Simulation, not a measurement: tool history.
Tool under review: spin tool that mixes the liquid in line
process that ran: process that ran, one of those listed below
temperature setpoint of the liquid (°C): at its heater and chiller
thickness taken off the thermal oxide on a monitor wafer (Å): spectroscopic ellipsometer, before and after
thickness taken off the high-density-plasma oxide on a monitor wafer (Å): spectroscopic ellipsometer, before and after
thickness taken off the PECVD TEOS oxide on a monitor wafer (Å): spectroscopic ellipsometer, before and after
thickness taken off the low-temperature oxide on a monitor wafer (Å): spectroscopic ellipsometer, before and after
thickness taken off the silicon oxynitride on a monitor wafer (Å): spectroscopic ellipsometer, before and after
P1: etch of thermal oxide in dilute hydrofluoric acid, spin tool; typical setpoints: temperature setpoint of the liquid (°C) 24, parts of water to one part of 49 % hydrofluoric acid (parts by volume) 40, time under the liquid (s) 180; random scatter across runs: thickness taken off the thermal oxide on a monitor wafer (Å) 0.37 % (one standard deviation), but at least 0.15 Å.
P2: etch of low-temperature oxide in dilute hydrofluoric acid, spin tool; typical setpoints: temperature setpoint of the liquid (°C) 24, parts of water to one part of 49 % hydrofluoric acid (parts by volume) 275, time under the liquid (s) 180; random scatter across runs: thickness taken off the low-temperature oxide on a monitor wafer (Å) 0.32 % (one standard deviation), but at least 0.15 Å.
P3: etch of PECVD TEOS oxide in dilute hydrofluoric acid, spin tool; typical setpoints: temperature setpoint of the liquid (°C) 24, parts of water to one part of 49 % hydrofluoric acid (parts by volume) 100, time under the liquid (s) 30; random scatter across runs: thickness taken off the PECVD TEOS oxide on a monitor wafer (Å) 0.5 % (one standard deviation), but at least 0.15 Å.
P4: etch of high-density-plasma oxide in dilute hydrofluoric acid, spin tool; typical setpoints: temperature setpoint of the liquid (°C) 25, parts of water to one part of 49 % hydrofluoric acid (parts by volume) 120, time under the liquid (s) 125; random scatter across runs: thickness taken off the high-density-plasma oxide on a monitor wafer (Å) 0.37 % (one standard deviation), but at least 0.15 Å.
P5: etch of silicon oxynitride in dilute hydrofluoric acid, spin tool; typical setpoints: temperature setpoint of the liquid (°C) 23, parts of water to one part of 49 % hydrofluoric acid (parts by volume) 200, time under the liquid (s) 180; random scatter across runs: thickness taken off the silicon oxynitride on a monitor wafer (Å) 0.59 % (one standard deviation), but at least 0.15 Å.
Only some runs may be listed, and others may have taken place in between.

| run | day | process that ran | temperature setpoint of the liquid (°C) | parts of water to one part of 49 % hydrofluoric acid (parts by volume) | time under the liquid (s) | thickness taken off the thermal oxide on a monitor wafer (Å) | thickness taken off the high-density-plasma oxide on a monitor wafer (Å) | thickness taken off the PECVD TEOS oxide on a monitor wafer (Å) | thickness taken off the low-temperature oxide on a monitor wafer (Å) | thickness taken off the silicon oxynitride on a monitor wafer (Å) |
|---|---|---|---|---|---|---|---|---|---|---|
| 1 | 0.4 | P1 | 24 | 40 | 180 | 227.29 |  |  |  |  |
| 2 | 0.833 | P1 | 32 | 20 | 180 | 643.56 |  |  |  |  |
| 3 | 1.25 | P4 | 17 | 120 | 125 |  | 40.521 |  |  |  |
| 4 | 1.783 | P4 | 25 | 20 | 125 |  | 381.81 |  |  |  |
| 5 | 2.262 | P3 | 24 | 100 | 55 |  |  | 147.66 |  |  |
| 6 | 2.575 | P2 | 24 | 275 | 15 |  |  |  | 6.539 |  |
| 7 | 3.088 | P1 | 24 | 20 | 180 | 465.61 |  |  |  |  |
| 8 | 3.421 | P2 | 31.5 | 275 | 180 |  |  |  | 98.895 |  |
| 9 | 3.662 | P1 | 17 | 40 | 180 | 168.51 |  |  |  |  |
| 10 | 4.108 | P4 | 25 | 120 | 40 |  | 17.851 |  |  |  |
| 11 | 4.642 | P3 | 24 | 165 | 30 |  |  | 44.993 |  |  |
| 12 | 4.996 | P5 | 23 | 200 | 180 |  |  |  |  | 37.234 |
| 13 | 5.479 | P2 | 24 | 475 | 180 |  |  |  | 37.395 |  |
| 14 | 5.733 | P1 | 28.5 | 20 | 180 | 560.49 |  |  |  |  |
| 15 | 6.075 | P2 | 24 | 275 | 180 |  |  |  | 77.233 |  |
| 16 | 6.567 | P1 | 24 | 40 | 180 | 226.38 |  |  |  |  |
| 17 | 7 | P1 | 30.5 | 40 | 180 | 294.01 |  |  |  |  |
| 18 | 7.308 | P1 | 24 | 40 | 65 | 82.246 |  |  |  |  |
| 19 | 7.617 | P1 | 24 | 40 | 180 | 226.53 |  |  |  |  |
| 20 | 7.9 | P4 | 25 | 120 | 125 |  | 55.47 |  |  |  |
| 21 | 8.262 | P1 | 24 | 40 | 180 | 225.49 |  |  |  |  |
| 22 | 8.638 | P1 | 24 | 40 | 330 | 415.39 |  |  |  |  |
| 23 | 9.067 | P1 | 24 | 40 | 180 | 227.15 |  |  |  |  |
| 24 | 9.479 | P1 | 28 | 40 | 250 | 367.83 |  |  |  |  |
| 25 | 9.967 | P5 | 23 | 85 | 180 |  |  |  |  | 96.145 |
| 26 | 10.408 | P3 | 24 | 100 | 30 |  |  | 78.96 |  |  |
| 27 | 10.671 | P5 | 23 | 200 | 305 |  |  |  |  | 63.201 |
| 28 | 11.2 | P5 | 27 | 200 | 180 |  |  |  |  | 44.303 |
| 29 | 11.475 | P1 | 24 | 60 | 180 | 146.58 |  |  |  |  |
| 30 | 11.833 | P3 | 17 | 100 | 30 |  |  | 60.123 |  |  |
| 31 | 12.312 | P1 | 24 | 40 | 180 | 226.37 |  |  |  |  |
| 32 | 12.558 | P1 | 24 | 40 | 180 | 231.65 |  |  |  |  |
| 33 | 13.025 | P1 | 24 | 40 | 180 | 238.65 |  |  |  |  |
| 34 | 13.504 | P1 | 24 | 40 | 180 | 243.15 |  |  |  |  |
| 35 | 13.833 | P1 | 24 | 40 | 180 | 243.39 |  |  |  |  |
| 36 | 14.329 | P1 | 24 | 40 | 180 | 246.34 |  |  |  |  |

Estimate the outcome of run 37 from the log above:
| 37 | 14.6 | P1 | 24 | 40 | 180 | ? |  |  |  |  |

thickness taken off the thermal oxide on a monitor wafer (Å): 246.75
